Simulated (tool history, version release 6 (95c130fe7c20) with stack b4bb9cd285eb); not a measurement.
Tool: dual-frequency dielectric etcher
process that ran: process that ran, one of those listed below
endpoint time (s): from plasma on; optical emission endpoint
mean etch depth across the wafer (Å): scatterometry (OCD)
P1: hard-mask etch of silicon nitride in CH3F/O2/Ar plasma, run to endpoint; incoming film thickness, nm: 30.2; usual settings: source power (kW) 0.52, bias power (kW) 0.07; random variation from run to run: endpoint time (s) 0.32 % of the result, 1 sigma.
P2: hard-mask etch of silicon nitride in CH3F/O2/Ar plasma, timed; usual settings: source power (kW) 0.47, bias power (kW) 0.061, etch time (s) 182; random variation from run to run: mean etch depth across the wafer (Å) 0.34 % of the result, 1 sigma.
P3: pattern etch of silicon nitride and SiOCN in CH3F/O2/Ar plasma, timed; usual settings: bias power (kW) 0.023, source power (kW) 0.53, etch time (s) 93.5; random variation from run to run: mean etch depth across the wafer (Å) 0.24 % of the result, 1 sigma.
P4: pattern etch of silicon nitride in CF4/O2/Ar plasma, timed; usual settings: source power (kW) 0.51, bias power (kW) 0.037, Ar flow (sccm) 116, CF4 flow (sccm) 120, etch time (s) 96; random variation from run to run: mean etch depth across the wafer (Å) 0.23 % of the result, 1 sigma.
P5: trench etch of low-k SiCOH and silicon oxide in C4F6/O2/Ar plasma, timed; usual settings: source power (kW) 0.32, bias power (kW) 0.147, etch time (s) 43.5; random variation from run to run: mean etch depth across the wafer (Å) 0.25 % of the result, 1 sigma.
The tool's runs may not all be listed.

run,hour,process that ran,source power (kW),bias power (kW),etch time (s),Ar flow (sccm),CF4 flow (sccm),hours since the last wet clean,hours since the last source power generator calibration,hours since the last bias power generator calibration,endpoint time (s),mean etch depth across the wafer (Å)
1,6.4,P1,0.52,0.07,,,,65.2,3458.4,284,40.012,
2,15.2,P3,0.53,0.023,93.5,,,74,3467.2,292.8,,138.1
3,21.4,P1,0.52,0.094,,,,80.2,3473.4,299,35.809,
4,27.7,P5,0.32,0.147,64.5,,,86.5,3479.7,305.3,,1727.4
5,35.6,P1,0.72,0.07,,,,94.4,3487.6,313.2,35.189,
6,43.3,P4,0.51,0.037,96,116,120,102.1,3495.3,320.9,,1702.7
7,50.9,P2,0.28,0.061,182,,,109.7,3502.9,328.5,,1042.9
8,56.5,P4,0.32,0.037,96,116,120,115.3,3508.5,334.1,,1123.3
9,65.7,P3,0.53,0.023,93.5,,,124.5,3517.7,343.3,,138.26
10,71.9,P1,0.36,0.07,,,,130.7,3523.9,349.5,45.914,
11,76.6,P3,0.53,0.023,126,,,135.4,3528.6,354.2,,185.97
12,86.1,P1,0.41,0.05,,,,144.9,3538.1,363.7,48.784,
13,95.4,P2,0.47,0.061,182,,,154.2,3547.4,373,,1256.3
14,102.3,P3,0.71,0.023,93.5,,,161.1,3554.3,379.9,,153.05
15,110.6,P1,0.52,0.07,,,,169.4,3562.6,388.2,40.04,
16,119.4,P4,0.51,0.037,96,76,120,178.2,3571.4,397,,1786.5
17,127.8,P5,0.32,0.147,43.5,,,186.6,3579.8,405.4,,1166.6
18,134.9,P3,0.53,0.016,93.5,,,193.7,3586.9,412.5,,118.36
# hour 138.5: bias power generator calibrated
19,143.3,P1,0.38,0.096,,,,202.1,3595.3,4.9,40.064,
20,149,P1,0.62,0.057,,,,207.8,3601,10.6,39.863,
# hour 151.3: source power generator calibrated
21,156,P2,0.47,0.061,244,,,214.8,4.7,17.6,,1694.2
22,162,P2,0.47,0.085,182,,,220.8,10.7,23.6,,1419.7
23,171.4,P5,0.19,0.147,43.5,,,230.2,20.1,33,,945.02
24,176.9,P1,0.52,0.07,,,,235.7,25.6,38.5,39.802,
25,186.3,P4,0.51,0.024,96,116,120,245.1,35,47.9,,1470
26,194.9,P1,0.52,0.042,,,,253.7,43.6,56.5,46.849,
27,200.1,P5,0.32,0.206,43.5,,,258.9,48.8,61.7,,1294.9
28,207.2,P1,0.52,0.07,,,,266,55.9,68.8,39.751,
29,212.5,P4,0.51,0.037,128.5,116,120,271.3,61.2,74.1,,2261.9
30,220.4,P4,0.51,0.037,96,116,120,279.2,69.1,82,,1694
31,225.3,P4,0.51,0.037,96,116,170,284.1,74,86.9,,1764.1
32,231.3,P1,0.52,0.07,,,,290.1,80,92.9,39.961,
33,239.3,P1,0.52,0.07,,,,298.1,88,100.9,39.535,
34,246.6,P1,0.52,0.07,,,,305.4,95.3,108.2,39.423,
35,250.8,P1,0.52,0.07,,,,309.6,99.5,112.4,39.523,
36,256.7,P1,0.52,0.07,,,,315.5,105.4,118.3,39.468,
# hour 259: wet clean of the chamber
37,263.6,P1,0.52,0.07,,,,4.7,112.3,125.2,39.527,
38,270.1,P1,0.52,0.07,,,,11.2,118.8,131.7,39.421,
39,277.6,P1,0.52,0.07,,,,18.7,126.3,139.2,39.104,
40,284.6,P1,0.52,0.07,,,,25.7,133.3,146.2,39.507,
41,290.5,P1,0.52,0.07,,,,31.6,139.2,152.1,39.213,
42,294.9,P1,0.52,0.07,,,,36,143.6,156.5,39.197,

What P1 gives has crept away from where it was. These 2 causes fit the log equally well, each at the size given:
A: source power that arrives over what is set, % = 4.27
B: bias power that arrives over what is set, % = 4.88
The creep began at about hour 231.3.
Why every other cause is out:
chamber walls in a state that raises the etch rate, %: serviced at hour 259, which brought nothing back

4 check runs are offered, one wafer each, their results left as question marks. Which one tells the causes apart?
check 1,299.3,P2,0.47,0.085,182,,,,,,,?
check 2,299.3,P3,0.71,0.023,93.5,,,,,,,?
check 3,299.3,P5,0.32,0.186,64,,,,,,,?
check 4,299.3,P4,0.51,0.037,124,78,120,,,,,?

What each check would give under each cause:
check,result,if A,if B
check 1,mean etch depth across the wafer (Å),1441.9,1443.5
check 2,mean etch depth across the wafer (Å),155.23,156.15
check 3,mean etch depth across the wafer (Å),1870.7,1869.4
check 4,mean etch depth across the wafer (Å),2387.1,2337
How far apart the two closest causes lie, in the result that separates them most: check 1 0.11 %; check 2 0.59 %; check 3 0.07 %; check 4 2.12 %
Check 4 tells the causes apart: in the others they would give nearly the same result.

Then check 4 was run and gave: mean etch depth across the wafer (Å) 2339.2. Which cause is it?

It is B: bias power that arrives over what is set, %.

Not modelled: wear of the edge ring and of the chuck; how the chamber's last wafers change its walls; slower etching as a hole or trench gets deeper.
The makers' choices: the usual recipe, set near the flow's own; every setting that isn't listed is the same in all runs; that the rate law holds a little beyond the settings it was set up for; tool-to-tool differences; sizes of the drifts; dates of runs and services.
